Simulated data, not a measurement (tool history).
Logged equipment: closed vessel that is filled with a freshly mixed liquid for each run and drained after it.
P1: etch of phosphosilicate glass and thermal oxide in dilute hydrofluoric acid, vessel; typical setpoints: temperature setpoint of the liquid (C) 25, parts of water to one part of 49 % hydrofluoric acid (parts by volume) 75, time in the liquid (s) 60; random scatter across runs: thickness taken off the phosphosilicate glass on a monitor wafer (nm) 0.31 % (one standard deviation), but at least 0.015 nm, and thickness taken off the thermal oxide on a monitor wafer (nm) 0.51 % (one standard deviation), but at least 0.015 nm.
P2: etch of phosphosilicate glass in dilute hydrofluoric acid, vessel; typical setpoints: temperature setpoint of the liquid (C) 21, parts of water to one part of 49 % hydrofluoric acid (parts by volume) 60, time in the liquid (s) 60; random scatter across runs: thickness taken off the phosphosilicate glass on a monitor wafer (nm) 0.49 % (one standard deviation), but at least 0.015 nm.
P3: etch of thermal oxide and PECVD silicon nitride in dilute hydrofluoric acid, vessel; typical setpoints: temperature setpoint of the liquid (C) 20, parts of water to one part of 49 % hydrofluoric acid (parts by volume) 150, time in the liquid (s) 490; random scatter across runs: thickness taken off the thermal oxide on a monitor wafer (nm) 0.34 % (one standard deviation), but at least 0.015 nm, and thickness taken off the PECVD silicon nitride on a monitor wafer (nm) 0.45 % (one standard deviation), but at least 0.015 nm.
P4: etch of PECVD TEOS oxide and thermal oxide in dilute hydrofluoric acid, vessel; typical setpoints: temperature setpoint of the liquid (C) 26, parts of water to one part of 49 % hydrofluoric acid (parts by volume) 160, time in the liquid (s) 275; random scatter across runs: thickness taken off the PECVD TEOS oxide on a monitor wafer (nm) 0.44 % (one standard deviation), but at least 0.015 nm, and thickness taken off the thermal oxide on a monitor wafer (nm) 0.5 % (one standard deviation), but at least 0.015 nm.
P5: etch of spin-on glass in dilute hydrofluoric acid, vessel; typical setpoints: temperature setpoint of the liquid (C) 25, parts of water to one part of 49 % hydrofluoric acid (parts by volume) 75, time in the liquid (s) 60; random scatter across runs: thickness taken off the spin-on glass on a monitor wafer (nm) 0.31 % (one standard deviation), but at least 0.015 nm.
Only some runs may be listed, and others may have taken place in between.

| run | hour | process that ran | temperature setpoint of the liquid (C) | parts of water to one part of 49 % hydrofluoric acid (parts by volume) | time in the liquid (s) | hours since the thermometer was replaced | hours since the hydrofluoric acid flow meter was replaced | thickness taken off the phosphosilicate glass on a monitor wafer (nm) | thickness taken off the thermal oxide on a monitor wafer (nm) | thickness taken off the PECVD TEOS oxide on a monitor wafer (nm) | thickness taken off the PECVD silicon nitride on a monitor wafer (nm) | thickness taken off the spin-on glass on a monitor wafer (nm) |
|---|---|---|---|---|---|---|---|---|---|---|---|---|
| 1 | 13.6 | P1 | 25 | 75 | 60 | 2022 | 1464.9 | 143.37 | 3.9947 |  |  |  |
| 2 | 26.8 | P2 | 21 | 60 | 60 | 2035.2 | 1478.1 | 156.8 |  |  |  |  |
| 3 | 42.7 | P2 | 21 | 20 | 60 | 2051.1 | 1494 | 492.01 |  |  |  |  |
| 4 | 51.8 | P4 | 26 | 160 | 535 | 2060.2 | 1503.1 |  | 16.372 | 51.311 |  |  |
| 5 | 58.9 | P3 | 20 | 150 | 490 | 2067.3 | 1510.2 |  | 12.495 |  | 14.078 |  |
| 6 | 66.6 | P5 | 25 | 75 | 60 | 2075 | 1517.9 |  |  |  |  | 33.976 |
| 7 | 80.2 | P5 | 18 | 75 | 60 | 2088.6 | 1531.5 |  |  |  |  | 25.454 |
| 8 | 90.3 | P3 | 20 | 35 | 490 | 2098.7 | 1541.6 |  | 60.757 |  | 58.362 |  |
|  | 95.3 | hydrofluoric acid flow meter replaced |
| 9 | 104 | P4 | 26 | 160 | 275 | 2112.4 | 8.8 |  | 8.4176 | 26.698 |  |  |
| 10 | 112.2 | P1 | 25 | 75 | 60 | 2120.6 | 17 | 143.9 | 4.0347 |  |  |  |
| 11 | 124.5 | P5 | 25 | 75 | 30 | 2132.9 | 29.3 |  |  |  |  | 16.919 |
| 12 | 133.2 | P1 | 25 | 110 | 60 | 2141.6 | 38 | 93.774 | 2.669 |  |  |  |
| 13 | 146.7 | P3 | 27 | 150 | 490 | 2155.1 | 51.5 |  | 16.257 |  | 22.156 |  |
| 14 | 155.5 | P1 | 25 | 75 | 90 | 2163.9 | 60.3 | 216.5 | 6.1134 |  |  |  |
| 15 | 170.2 | P2 | 21 | 60 | 95 | 2178.6 | 75 | 247.76 |  |  |  |  |
| 16 | 185.3 | P1 | 19.5 | 75 | 95 | 2193.7 | 90.1 | 182.14 | 5.2103 |  |  |  |
| 17 | 197 | P1 | 29 | 75 | 60 | 2205.4 | 101.8 | 167.97 | 4.7847 |  |  |  |
| 18 | 206.1 | P1 | 25 | 75 | 60 | 2214.5 | 110.9 | 143.23 | 4.0852 |  |  |  |
| 19 | 220.8 | P1 | 25 | 35 | 60 | 2229.2 | 125.6 | 328.35 | 9.1414 |  |  |  |
| 20 | 231.5 | P1 | 25 | 75 | 30 | 2239.9 | 136.3 | 72.095 | 2.0201 |  |  |  |
| 21 | 240.4 | P3 | 20 | 150 | 75 | 2248.8 | 145.2 |  | 1.8989 |  | 2.1722 |  |
| 22 | 248 | P1 | 25 | 75 | 60 | 2256.4 | 152.8 | 144.07 | 4.0603 |  |  |  |
| 23 | 255.1 | P1 | 19 | 75 | 60 | 2263.5 | 159.9 | 112 | 3.1905 |  |  |  |
| 24 | 270.2 | P5 | 25 | 75 | 60 | 2278.6 | 175 |  |  |  |  | 33.985 |
| 25 | 277.5 | P3 | 20 | 150 | 490 | 2285.9 | 182.3 |  | 12.383 |  | 14.068 |  |
| 26 | 289.1 | P2 | 21 | 60 | 60 | 2297.5 | 193.9 | 155.88 |  |  |  |  |
| 27 | 301.9 | P2 | 17 | 60 | 60 | 2310.3 | 206.7 | 132.65 |  |  |  |  |
| 28 | 312.4 | P4 | 21 | 160 | 275 | 2320.8 | 217.2 |  | 6.8651 | 22.127 |  |  |
| 29 | 321.4 | P4 | 26 | 50 | 275 | 2329.8 | 226.2 |  | 30.913 | 97.418 |  |  |
| 30 | 330.3 | P5 | 25 | 105 | 60 | 2338.7 | 235.1 |  |  |  |  | 23.417 |
| 31 | 340.9 | P1 | 25 | 75 | 60 | 2349.3 | 245.7 | 144.71 | 4.0808 |  |  |  |
| 32 | 353.4 | P1 | 25 | 75 | 60 | 2361.8 | 258.2 | 149.71 | 4.1711 |  |  |  |
| 33 | 360.4 | P1 | 25 | 75 | 60 | 2368.8 | 265.2 | 150.45 | 4.2242 |  |  |  |
| 34 | 376.1 | P1 | 25 | 75 | 60 | 2384.5 | 280.9 | 152.71 | 4.3304 |  |  |  |
| 35 | 390.6 | P1 | 25 | 75 | 60 | 2399 | 295.4 | 154.56 | 4.3466 |  |  |  |
| 36 | 405.9 | P1 | 25 | 75 | 60 | 2414.3 | 310.7 | 154.65 | 4.3979 |  |  |  |
| 37 | 414.4 | P1 | 25 | 75 | 60 | 2422.8 | 319.2 | 155.52 | 4.3902 |  |  |  |
| 38 | 421.5 | P1 | 25 | 75 | 60 | 2429.9 | 326.3 | 155.33 | 4.3697 |  |  |  |

Compared with where it was, what P1 gives has crept away. Each cause listed below fits the log as well as the rest, at the size given for it:
A: hydrofluoric acid flow above the setpoint (%) = 6.94
B: liquid hotter than its thermometer reads (K) = 1.86
The drift started at roughly hour 340.9.

4 check runs are offered, one wafer each, their results left as question marks. Which one tells the causes apart?
| check 1 | 428.6 | P3 | 20 | 45 | 180 |  |  |  | ? |  | ? |  |
| check 2 | 428.6 | P5 | 19 | 100 | 60 |  |  |  |  |  |  | ? |
| check 3 | 428.6 | P4 | 26 | 70 | 505 |  |  |  | ? | ? |  |  |
| check 4 | 428.6 | P2 | 21 | 25 | 85 |  |  | ? |  |  |  |  |

Predicted outcomes, by check and by cause:
| check | result | if A | if B |
|---|---|---|---|
| check 1 | thickness taken off the thermal oxide on a monitor wafer (nm) | 18.321 | 18.469 |
| check 1 | thickness taken off the PECVD silicon nitride on a monitor wafer (nm) | 17.867 | 19.038 |
| check 2 | thickness taken off the spin-on glass on a monitor wafer (nm) | 20.843 | 20.89 |
| check 3 | thickness taken off the thermal oxide on a monitor wafer (nm) | 42.355 | 42.368 |
| check 3 | thickness taken off the PECVD TEOS oxide on a monitor wafer (nm) | 134.74 | 134.78 |
| check 4 | thickness taken off the phosphosilicate glass on a monitor wafer (nm) | 594.71 | 600.9 |
Distance between the nearest two causes, measured in the result of the check that separates them most: check 1 6.35 %; check 2 0.22 %; check 3 0.03 %; check 4 1.04 %
Only in check 1 would the causes give clearly different results; in the remaining checks their results would be nearly the same.

Then check 1 was run and gave: thickness taken off the thermal oxide on a monitor wafer (nm) 18.284; thickness taken off the PECVD silicon nitride on a monitor wafer (nm) 17.741. Which cause is it?

The correct cause is A, namely: hydrofluoric acid flow above the setpoint (%).

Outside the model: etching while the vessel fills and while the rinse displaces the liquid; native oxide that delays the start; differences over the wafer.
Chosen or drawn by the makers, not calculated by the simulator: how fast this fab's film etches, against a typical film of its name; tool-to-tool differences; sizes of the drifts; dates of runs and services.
